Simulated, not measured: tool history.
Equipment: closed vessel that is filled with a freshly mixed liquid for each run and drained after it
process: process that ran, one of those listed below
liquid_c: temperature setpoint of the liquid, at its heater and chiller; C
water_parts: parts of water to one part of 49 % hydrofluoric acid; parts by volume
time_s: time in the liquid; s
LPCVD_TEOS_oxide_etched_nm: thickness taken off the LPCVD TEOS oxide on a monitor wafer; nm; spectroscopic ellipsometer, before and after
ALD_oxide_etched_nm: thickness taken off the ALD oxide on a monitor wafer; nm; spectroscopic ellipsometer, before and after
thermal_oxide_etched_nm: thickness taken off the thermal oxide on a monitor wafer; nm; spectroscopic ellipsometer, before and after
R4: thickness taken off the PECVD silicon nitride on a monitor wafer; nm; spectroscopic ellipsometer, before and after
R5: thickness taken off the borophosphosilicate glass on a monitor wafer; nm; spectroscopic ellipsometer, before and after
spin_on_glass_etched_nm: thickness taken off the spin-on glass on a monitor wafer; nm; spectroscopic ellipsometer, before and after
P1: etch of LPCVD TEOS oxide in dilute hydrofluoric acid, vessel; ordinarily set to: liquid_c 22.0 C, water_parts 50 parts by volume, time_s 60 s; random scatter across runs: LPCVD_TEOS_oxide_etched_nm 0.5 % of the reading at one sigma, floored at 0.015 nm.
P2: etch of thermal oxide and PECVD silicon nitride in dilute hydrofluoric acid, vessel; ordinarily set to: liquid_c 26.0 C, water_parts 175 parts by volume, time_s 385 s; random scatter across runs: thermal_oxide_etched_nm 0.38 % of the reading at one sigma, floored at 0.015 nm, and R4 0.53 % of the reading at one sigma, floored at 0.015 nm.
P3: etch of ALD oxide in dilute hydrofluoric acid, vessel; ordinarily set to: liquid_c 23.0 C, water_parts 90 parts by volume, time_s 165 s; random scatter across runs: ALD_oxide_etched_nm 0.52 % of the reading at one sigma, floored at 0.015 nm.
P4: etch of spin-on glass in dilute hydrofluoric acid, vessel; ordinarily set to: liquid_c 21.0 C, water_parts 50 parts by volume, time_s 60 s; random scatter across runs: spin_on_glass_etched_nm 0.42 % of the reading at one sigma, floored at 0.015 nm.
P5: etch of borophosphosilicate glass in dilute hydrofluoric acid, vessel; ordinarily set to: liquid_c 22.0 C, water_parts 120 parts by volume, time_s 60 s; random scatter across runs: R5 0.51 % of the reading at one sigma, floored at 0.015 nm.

Run 1, hour 12.2: process P1, liquid_c 22.0 C, water_parts 50 parts by volume, time_s 60 s. Result: LPCVD_TEOS_oxide_etched_nm 40.395 nm.
Run 2, hour 24.5: process P3, liquid_c 23.0 C, water_parts 90 parts by volume, time_s 275 s. Result: ALD_oxide_etched_nm 64.442 nm.
Run 3, hour 37.5: process P2, liquid_c 26.0 C, water_parts 175 parts by volume, time_s 160 s. Result: thermal_oxide_etched_nm 4.1803 nm, R4 3.5760 nm.
Run 4, hour 43.9: process P1, liquid_c 22.0 C, water_parts 90 parts by volume, time_s 60 s. Result: LPCVD_TEOS_oxide_etched_nm 21.063 nm.
Run 5, hour 56.1: process P1, liquid_c 29.5 C, water_parts 50 parts by volume, time_s 60 s. Result: LPCVD_TEOS_oxide_etched_nm 54.328 nm.
Run 6, hour 69.2: process P5, liquid_c 22.0 C, water_parts 120 parts by volume, time_s 60 s. Result: R5 20.900 nm.
Run 7, hour 81.3: process P1, liquid_c 22.0 C, water_parts 50 parts by volume, time_s 60 s. Result: LPCVD_TEOS_oxide_etched_nm 39.790 nm.
Run 8, hour 95.0: process P1, liquid_c 22.0 C, water_parts 50 parts by volume, time_s 60 s. Result: LPCVD_TEOS_oxide_etched_nm 39.850 nm.
Run 9, hour 102.7: process P3, liquid_c 17.0 C, water_parts 90 parts by volume, time_s 165 s. Result: ALD_oxide_etched_nm 30.345 nm.
Run 10, hour 110.2: process P4, liquid_c 21.0 C, water_parts 80 parts by volume, time_s 60 s. Result: spin_on_glass_etched_nm 18.369 nm.
Run 11, hour 119.9: process P2, liquid_c 26.0 C, water_parts 290 parts by volume, time_s 385 s. Result: thermal_oxide_etched_nm 5.3554 nm, R4 5.2281 nm.
Run 12, hour 128.0: process P4, liquid_c 17.0 C, water_parts 50 parts by volume, time_s 60 s. Result: spin_on_glass_etched_nm 25.704 nm.
Run 13, hour 141.4: process P3, liquid_c 23.0 C, water_parts 90 parts by volume, time_s 165 s. Result: ALD_oxide_etched_nm 38.946 nm.
Run 14, hour 147.8: process P1, liquid_c 22.0 C, water_parts 50 parts by volume, time_s 115 s. Result: LPCVD_TEOS_oxide_etched_nm 76.856 nm.
Run 15, hour 161.2: process P5, liquid_c 22.0 C, water_parts 50 parts by volume, time_s 60 s. Result: R5 54.794 nm.
Run 16, hour 175.3: process P1, liquid_c 22.0 C, water_parts 50 parts by volume, time_s 60 s. Result: LPCVD_TEOS_oxide_etched_nm 40.157 nm.
Run 17, hour 189.6: process P5, liquid_c 22.0 C, water_parts 120 parts by volume, time_s 30 s. Result: R5 10.389 nm.
Run 18, hour 200.5: process P5, liquid_c 29.0 C, water_parts 120 parts by volume, time_s 60 s. Result: R5 27.144 nm.
Run 19, hour 213.3: process P1, liquid_c 22.0 C, water_parts 50 parts by volume, time_s 30 s. Result: LPCVD_TEOS_oxide_etched_nm 20.027 nm.
Run 20, hour 224.0: process P1, liquid_c 22.0 C, water_parts 50 parts by volume, time_s 60 s. Result: LPCVD_TEOS_oxide_etched_nm 40.219 nm.
Run 21, hour 237.4: process P4, liquid_c 21.0 C, water_parts 50 parts by volume, time_s 30 s. Result: spin_on_glass_etched_nm 15.272 nm.
Run 22, hour 244.6: process P4, liquid_c 21.0 C, water_parts 50 parts by volume, time_s 60 s. Result: spin_on_glass_etched_nm 30.209 nm.
Run 23, hour 254.6: process P1, liquid_c 29.5 C, water_parts 20 parts by volume, time_s 60 s. Result: LPCVD_TEOS_oxide_etched_nm 143.170 nm.
Run 24, hour 267.7: process P5, liquid_c 22.0 C, water_parts 120 parts by volume, time_s 60 s. Result: R5 20.986 nm.
Run 25, hour 277.6: process P1, liquid_c 22.0 C, water_parts 20 parts by volume, time_s 60 s. Result: LPCVD_TEOS_oxide_etched_nm 104.640 nm.

Run 26 is up next; what results do you expect?
Run 26, hour 289.6: process P1, liquid_c 17.0 C, water_parts 50 parts by volume, time_s 60 s. Result: LPCVD_TEOS_oxide_etched_nm ?.

{"run 26": {"LPCVD_TEOS_oxide_etched_nm": 32.228}}
